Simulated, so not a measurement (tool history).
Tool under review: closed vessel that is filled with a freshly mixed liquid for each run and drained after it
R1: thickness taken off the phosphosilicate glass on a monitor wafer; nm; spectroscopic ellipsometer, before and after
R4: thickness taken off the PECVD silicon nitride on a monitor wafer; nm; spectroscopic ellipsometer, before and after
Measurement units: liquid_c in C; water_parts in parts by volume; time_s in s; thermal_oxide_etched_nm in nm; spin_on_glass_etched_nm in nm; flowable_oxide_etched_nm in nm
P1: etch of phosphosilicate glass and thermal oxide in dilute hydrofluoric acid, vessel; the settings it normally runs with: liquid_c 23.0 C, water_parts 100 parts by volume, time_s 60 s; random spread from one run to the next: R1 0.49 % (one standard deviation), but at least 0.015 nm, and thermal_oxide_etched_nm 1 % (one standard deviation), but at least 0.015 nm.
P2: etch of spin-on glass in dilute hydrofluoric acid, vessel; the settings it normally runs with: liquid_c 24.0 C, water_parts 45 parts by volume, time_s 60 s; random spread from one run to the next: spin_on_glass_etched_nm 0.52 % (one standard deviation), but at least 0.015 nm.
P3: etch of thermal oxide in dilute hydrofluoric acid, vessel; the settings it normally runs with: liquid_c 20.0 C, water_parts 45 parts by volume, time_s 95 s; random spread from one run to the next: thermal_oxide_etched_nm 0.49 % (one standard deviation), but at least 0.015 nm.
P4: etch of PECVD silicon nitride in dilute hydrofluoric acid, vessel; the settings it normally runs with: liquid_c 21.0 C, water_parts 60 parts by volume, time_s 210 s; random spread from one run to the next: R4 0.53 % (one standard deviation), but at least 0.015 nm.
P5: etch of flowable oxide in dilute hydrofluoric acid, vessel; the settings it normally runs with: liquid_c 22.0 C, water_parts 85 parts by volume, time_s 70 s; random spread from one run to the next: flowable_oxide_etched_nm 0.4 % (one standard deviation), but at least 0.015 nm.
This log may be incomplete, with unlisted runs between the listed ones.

run 1 day=0.517 | process=P1 liquid_c=23.0 water_parts=100 time_s=60 | R1=82.111 thermal_oxide_etched_nm=2.6669
run 2 day=0.846 | process=P2 liquid_c=28.0 water_parts=45 time_s=60 | spin_on_glass_etched_nm=53.587
run 3 day=1.125 | process=P4 liquid_c=21.0 water_parts=30 time_s=210 | R4=20.3860
run 4 day=1.612 | process=P1 liquid_c=23.0 water_parts=40 time_s=60 | R1=222.040 thermal_oxide_etched_nm=7.0453
run 5 day=2.083 | process=P1 liquid_c=23.0 water_parts=100 time_s=60 | R1=81.971 thermal_oxide_etched_nm=2.5667
run 6 day=2.533 | process=P1 liquid_c=23.0 water_parts=100 time_s=110 | R1=150.950 thermal_oxide_etched_nm=4.8372
run 7 day=2.904 | process=P1 liquid_c=23.0 water_parts=100 time_s=60 | R1=82.770 thermal_oxide_etched_nm=2.6268
run 8 day=3.425 | process=P1 liquid_c=29.5 water_parts=100 time_s=60 | R1=104.900 thermal_oxide_etched_nm=3.3840
run 9 day=3.921 | process=P5 liquid_c=22.0 water_parts=85 time_s=115 | flowable_oxide_etched_nm=39.629
run 10 day=4.221 | process=P4 liquid_c=21.0 water_parts=60 time_s=210 | R4=10.3830
run 11 day=4.646 | process=P4 liquid_c=27.0 water_parts=60 time_s=210 | R4=15.5540
run 12 day=5.154 | process=P1 liquid_c=23.0 water_parts=100 time_s=60 | R1=82.917 thermal_oxide_etched_nm=2.6648
run 13 day=5.508 | process=P2 liquid_c=24.0 water_parts=45 time_s=60 | spin_on_glass_etched_nm=46.187
run 14 day=6.042 | process=P1 liquid_c=17.0 water_parts=100 time_s=60 | R1=64.316 thermal_oxide_etched_nm=2.0007
run 15 day=6.396 | process=P3 liquid_c=20.0 water_parts=45 time_s=95 | thermal_oxide_etched_nm=9.1445
run 16 day=6.754 | process=P5 liquid_c=22.0 water_parts=85 time_s=70 | flowable_oxide_etched_nm=24.061
run 17 day=7.262 | process=P5 liquid_c=26.5 water_parts=85 time_s=70 | flowable_oxide_etched_nm=28.737
run 18 day=7.517 | process=P1 liquid_c=23.0 water_parts=100 time_s=30 | R1=41.255 thermal_oxide_etched_nm=1.2834
run 19 day=8.042 | process=P2 liquid_c=24.0 water_parts=45 time_s=110 | spin_on_glass_etched_nm=84.245
run 20 day=8.392 | process=P1 liquid_c=23.0 water_parts=165 time_s=95 | R1=73.447 thermal_oxide_etched_nm=2.3087
run 21 day=8.704 | process=P3 liquid_c=27.0 water_parts=45 time_s=95 | thermal_oxide_etched_nm=12.2060
run 22 day=8.992 | process=P1 liquid_c=23.0 water_parts=150 time_s=60 | R1=51.524 thermal_oxide_etched_nm=1.6458
run 23 day=9.529 | process=P3 liquid_c=20.0 water_parts=20 time_s=95 | thermal_oxide_etched_nm=21.1080
run 24 day=10.012 | process=P5 liquid_c=22.0 water_parts=55 time_s=70 | flowable_oxide_etched_nm=39.026
run 25 day=10.288 | process=P2 liquid_c=24.0 water_parts=25 time_s=60 | spin_on_glass_etched_nm=85.437
run 26 day=10.533 | process=P1 liquid_c=23.0 water_parts=145 time_s=85 | R1=75.829 thermal_oxide_etched_nm=2.4337
run 27 day=10.908 | process=P5 liquid_c=22.0 water_parts=85 time_s=70 | flowable_oxide_etched_nm=24.159
run 28 day=11.250 | process=P4 liquid_c=21.0 water_parts=60 time_s=60 | R4=2.9663
run 29 day=11.779 | process=P3 liquid_c=20.0 water_parts=45 time_s=30 | thermal_oxide_etched_nm=2.9169
run 30 day=12.238 | process=P1 liquid_c=23.0 water_parts=100 time_s=60 | R1=82.009 thermal_oxide_etched_nm=2.6387
run 31 day=12.679 | process=P1 liquid_c=17.0 water_parts=100 time_s=115 | R1=122.900 thermal_oxide_etched_nm=3.9690
run 32 day=12.992 | process=P1 liquid_c=23.0 water_parts=100 time_s=60 | R1=81.953 thermal_oxide_etched_nm=2.5534
run 33 day=13.292 | process=P1 liquid_c=23.0 water_parts=100 time_s=60 | R1=80.520 thermal_oxide_etched_nm=2.5161
run 34 day=13.654 | process=P1 liquid_c=23.0 water_parts=100 time_s=60 | R1=79.001 thermal_oxide_etched_nm=2.4799
run 35 day=13.892 | process=P1 liquid_c=23.0 water_parts=100 time_s=60 | R1=78.747 thermal_oxide_etched_nm=2.4727
run 36 day=14.188 | process=P1 liquid_c=23.0 water_parts=100 time_s=60 | R1=78.191 thermal_oxide_etched_nm=2.4382
run 37 day=14.542 | process=P1 liquid_c=23.0 water_parts=100 time_s=60 | R1=77.673 thermal_oxide_etched_nm=2.4987
run 38 day=14.833 | process=P1 liquid_c=23.0 water_parts=100 time_s=60 | R1=77.035 thermal_oxide_etched_nm=2.4481
run 39 day=15.188 | process=P1 liquid_c=23.0 water_parts=100 time_s=60 | R1=77.572 thermal_oxide_etched_nm=2.4533
run 40 day=15.712 | process=P1 liquid_c=23.0 water_parts=100 time_s=60 | R1=76.457 thermal_oxide_etched_nm=2.4393
run 41 day=16.267 | process=P1 liquid_c=23.0 water_parts=100 time_s=60 | R1=76.371 thermal_oxide_etched_nm=2.3903
run 42 day=16.788 | process=P1 liquid_c=23.0 water_parts=100 time_s=60 | R1=76.946 thermal_oxide_etched_nm=2.4642

What P1 gives has crept away from where it was. These 2 causes fit the log equally well, each at the size given:
A: liquid colder than its thermometer reads (K) = 1.84
B: hydrofluoric acid flow below the setpoint (%) = 6.39
The onset of the drift is placed at about day 12.992.

Which of the 4 check runs listed below separates the causes, so that each cause would produce a clearly different result? Each run uses one wafer, and its results are marked with question marks.
run check 1 day=17.308 | process=P2 liquid_c=24.0 water_parts=45 time_s=60 | spin_on_glass_etched_nm=?
run check 2 day=17.308 | process=P4 liquid_c=21.0 water_parts=60 time_s=210 | R4=?
run check 3 day=17.308 | process=P5 liquid_c=22.0 water_parts=85 time_s=70 | flowable_oxide_etched_nm=?
run check 4 day=17.308 | process=P3 liquid_c=20.0 water_parts=45 time_s=95 | thermal_oxide_etched_nm=?

Check results expected under each cause:
check=check_1 result=spin_on_glass_etched_nm if_A=42.571 if_B=42.849
check=check_2 result=R4 if_A=9.1261 if_B=9.7164
check=check_3 result=flowable_oxide_etched_nm if_A=22.365 if_B=22.425
check=check_4 result=thermal_oxide_etched_nm if_A=8.4496 if_B=8.5285
Per check, the gap between the least separated pair of causes, taken in the result that splits them most: check 1 0.65 %; check 2 6.27 %; check 3 0.27 %; check 4 0.93 %
Only in check 2 would the causes give clearly different results; in the remaining checks their results would be nearly the same.

Then check 2 was run and gave: R4 9.1586 nm. Which cause is it?

Of the candidate causes, it is A: liquid colder than its thermometer reads (K).
